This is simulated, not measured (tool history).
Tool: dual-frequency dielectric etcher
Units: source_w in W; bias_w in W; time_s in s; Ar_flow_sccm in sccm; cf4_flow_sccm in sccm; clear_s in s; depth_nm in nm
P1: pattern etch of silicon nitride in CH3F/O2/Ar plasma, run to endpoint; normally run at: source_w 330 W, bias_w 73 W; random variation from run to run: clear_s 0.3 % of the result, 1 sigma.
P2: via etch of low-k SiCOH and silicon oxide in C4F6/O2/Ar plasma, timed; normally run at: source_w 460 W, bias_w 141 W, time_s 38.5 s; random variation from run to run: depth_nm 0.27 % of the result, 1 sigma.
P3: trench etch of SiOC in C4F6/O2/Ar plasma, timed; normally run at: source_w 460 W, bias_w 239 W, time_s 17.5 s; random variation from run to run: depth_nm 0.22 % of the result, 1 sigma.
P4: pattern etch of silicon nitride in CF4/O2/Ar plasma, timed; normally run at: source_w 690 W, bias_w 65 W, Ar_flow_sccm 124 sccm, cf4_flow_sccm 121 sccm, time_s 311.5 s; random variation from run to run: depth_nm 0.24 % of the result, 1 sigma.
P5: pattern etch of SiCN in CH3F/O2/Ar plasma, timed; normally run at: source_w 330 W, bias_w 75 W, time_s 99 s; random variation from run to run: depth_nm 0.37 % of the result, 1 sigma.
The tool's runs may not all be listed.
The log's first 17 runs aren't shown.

| run | hour | process | source_w | bias_w | time_s | Ar_flow_sccm | cf4_flow_sccm | hours since the last wet clean | hours since the last source power generator calibration | hours since the last bias power generator calibration | clear_s | depth_nm |
|---|---|---|---|---|---|---|---|---|---|---|---|---|
| 18 | 206.7 | P4 | 690 | 65 | 189 | 124 | 121 | 383.3 | 2662.6 | 3008.8 |  | 553.1 |
| 19 | 219.2 | P2 | 570 | 141 | 38.5 |  |  | 395.8 | 2675.1 | 3021.3 |  | 102.12 |
| 20 | 231.4 | P4 | 690 | 65 | 311.5 | 124 | 121 | 408 | 2687.3 | 3033.5 |  | 912.24 |
| 21 | 241.8 | P3 | 460 | 239 | 13 |  |  | 418.4 | 2697.7 | 3043.9 |  | 30.668 |
| 22 | 248.9 | P3 | 460 | 188 | 17.5 |  |  | 425.5 | 2704.8 | 3051 |  | 38.146 |
| 23 | 257 | P3 | 460 | 239 | 17.5 |  |  | 433.6 | 2712.9 | 3059.1 |  | 41.279 |
| 24 | 273 | P1 | 260 | 94 |  |  |  | 449.6 | 2728.9 | 3075.1 | 30.134 |  |
| 25 | 287.3 | P1 | 330 | 73 |  |  |  | 463.9 | 2743.2 | 3089.4 | 29.957 |  |
| 26 | 294.4 | P3 | 620 | 239 | 17.5 |  |  | 471 | 2750.3 | 3096.5 |  | 46.287 |
| 27 | 306.3 | P4 | 690 | 65 | 311.5 | 124 | 161 | 482.9 | 2762.2 | 3108.4 |  | 940.57 |
| 28 | 317.5 | P1 | 330 | 73 |  |  |  | 494.1 | 2773.4 | 3119.6 | 30.125 |  |
| 29 | 330.3 | P1 | 420 | 53 |  |  |  | 506.9 | 2786.2 | 3132.4 | 30.341 |  |
| 30 | 344.8 | P4 | 920 | 65 | 311.5 | 124 | 121 | 521.4 | 2800.7 | 3146.9 |  | 1174.2 |
| 31 | 360.1 | P4 | 690 | 65 | 311.5 | 82 | 121 | 536.7 | 2816 | 3162.2 |  | 956.91 |
| 32 | 370.7 | P1 | 330 | 73 |  |  |  | 547.3 | 2826.6 | 3172.8 | 30.165 |  |
| 33 | 386.8 | P1 | 330 | 73 |  |  |  | 563.4 | 2842.7 | 3188.9 | 29.831 |  |
| 34 | 400.7 | P1 | 330 | 73 |  |  |  | 577.3 | 2856.6 | 3202.8 | 29.829 |  |
| 35 | 413.2 | P1 | 330 | 73 |  |  |  | 589.8 | 2869.1 | 3215.3 | 29.658 |  |
| 36 | 429.3 | P1 | 330 | 73 |  |  |  | 605.9 | 2885.2 | 3231.4 | 29.805 |  |
|  | 437.4 | wet clean of the chamber |
| 37 | 442.6 | P1 | 330 | 73 |  |  |  | 5.2 | 2898.5 | 3244.7 | 29.541 |  |
| 38 | 449.8 | P1 | 330 | 73 |  |  |  | 12.4 | 2905.7 | 3251.9 | 29.681 |  |
| 39 | 464.4 | P1 | 330 | 73 |  |  |  | 27 | 2920.3 | 3266.5 | 29.755 |  |

Run 40 comes next. What will it give?
| 40 | 478.7 | P1 | 330 | 73 |  |  |  | 41.3 | 2934.6 | 3280.8 | ? |  |

{"run 40": {"clear_s": 29.674}}

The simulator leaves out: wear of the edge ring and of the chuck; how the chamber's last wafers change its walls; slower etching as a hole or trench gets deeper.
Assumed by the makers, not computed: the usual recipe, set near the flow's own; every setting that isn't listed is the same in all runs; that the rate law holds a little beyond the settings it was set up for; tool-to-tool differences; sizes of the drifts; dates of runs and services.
